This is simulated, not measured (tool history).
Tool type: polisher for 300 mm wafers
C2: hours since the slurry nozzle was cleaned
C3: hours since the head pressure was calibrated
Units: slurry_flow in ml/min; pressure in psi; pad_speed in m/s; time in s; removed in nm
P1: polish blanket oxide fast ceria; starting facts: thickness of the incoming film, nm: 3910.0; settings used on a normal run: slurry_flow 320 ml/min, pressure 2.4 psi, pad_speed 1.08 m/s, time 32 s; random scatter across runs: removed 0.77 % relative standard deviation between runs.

run 1 hour=8.4 | slurry_flow=320 pressure=2.4 pad_speed=1.08 time=32 | wafers_polished_on_this_pad=286 C2=126.3 C3=698.1 | removed=403.25
-- hour=15.1 slurry nozzle cleaned
run 2 hour=18.4 | slurry_flow=320 pressure=2.4 pad_speed=1.08 time=46 | wafers_polished_on_this_pad=413 C2=3.3 C3=708.1 | removed=568.66
run 3 hour=27.6 | slurry_flow=320 pressure=2.4 pad_speed=1.08 time=32 | wafers_polished_on_this_pad=530 C2=12.5 C3=717.3 | removed=399.19
run 4 hour=39.4 | slurry_flow=320 pressure=3.7 pad_speed=1.08 time=32 | wafers_polished_on_this_pad=679 C2=24.3 C3=729.1 | removed=619.36
run 5 hour=50.2 | slurry_flow=320 pressure=1.4 pad_speed=1.08 time=32 | wafers_polished_on_this_pad=817 C2=35.1 C3=739.9 | removed=234.45
run 6 hour=57.1 | slurry_flow=190 pressure=2.4 pad_speed=1.08 time=32 | wafers_polished_on_this_pad=904 C2=42 C3=746.8 | removed=379.1
run 7 hour=66.8 | slurry_flow=320 pressure=2.4 pad_speed=1.08 time=14 | wafers_polished_on_this_pad=1027 C2=51.7 C3=756.5 | removed=174.47
run 8 hour=73.9 | slurry_flow=320 pressure=2.4 pad_speed=1.08 time=32 | wafers_polished_on_this_pad=1118 C2=58.8 C3=763.6 | removed=402.44
run 9 hour=80.1 | slurry_flow=405 pressure=2.4 pad_speed=1.08 time=15 | wafers_polished_on_this_pad=1196 C2=65 C3=769.8 | removed=191.35
run 10 hour=87.5 | slurry_flow=320 pressure=2.4 pad_speed=0.8 time=24 | wafers_polished_on_this_pad=1290 C2=72.4 C3=777.2 | removed=221.43
run 11 hour=94.8 | slurry_flow=485 pressure=2.4 pad_speed=1.08 time=17 | wafers_polished_on_this_pad=1383 C2=79.7 C3=784.5 | removed=219.16
run 12 hour=102 | slurry_flow=470 pressure=2.4 pad_speed=1.08 time=32 | wafers_polished_on_this_pad=1475 C2=86.9 C3=791.7 | removed=411.24
run 13 hour=110.7 | slurry_flow=320 pressure=2.4 pad_speed=1.08 time=32 | wafers_polished_on_this_pad=1585 C2=95.6 C3=800.4 | removed=404.01
run 14 hour=121.7 | slurry_flow=320 pressure=2.4 pad_speed=1.08 time=32 | wafers_polished_on_this_pad=1725 C2=106.6 C3=811.4 | removed=402.68
-- hour=128.5 head pressure recalibrated
run 15 hour=129.3 | slurry_flow=320 pressure=2.4 pad_speed=1.36 time=32 | wafers_polished_on_this_pad=1821 C2=114.2 C3=0.8 | removed=505.98

For run 16, what comes out?
run 16 hour=135.5 | slurry_flow=320 pressure=2.4 pad_speed=0.62 time=32 | wafers_polished_on_this_pad=1900 C2=120.4 C3=7 | removed=?

For run 16 the tool returned removed 229.65 nm.
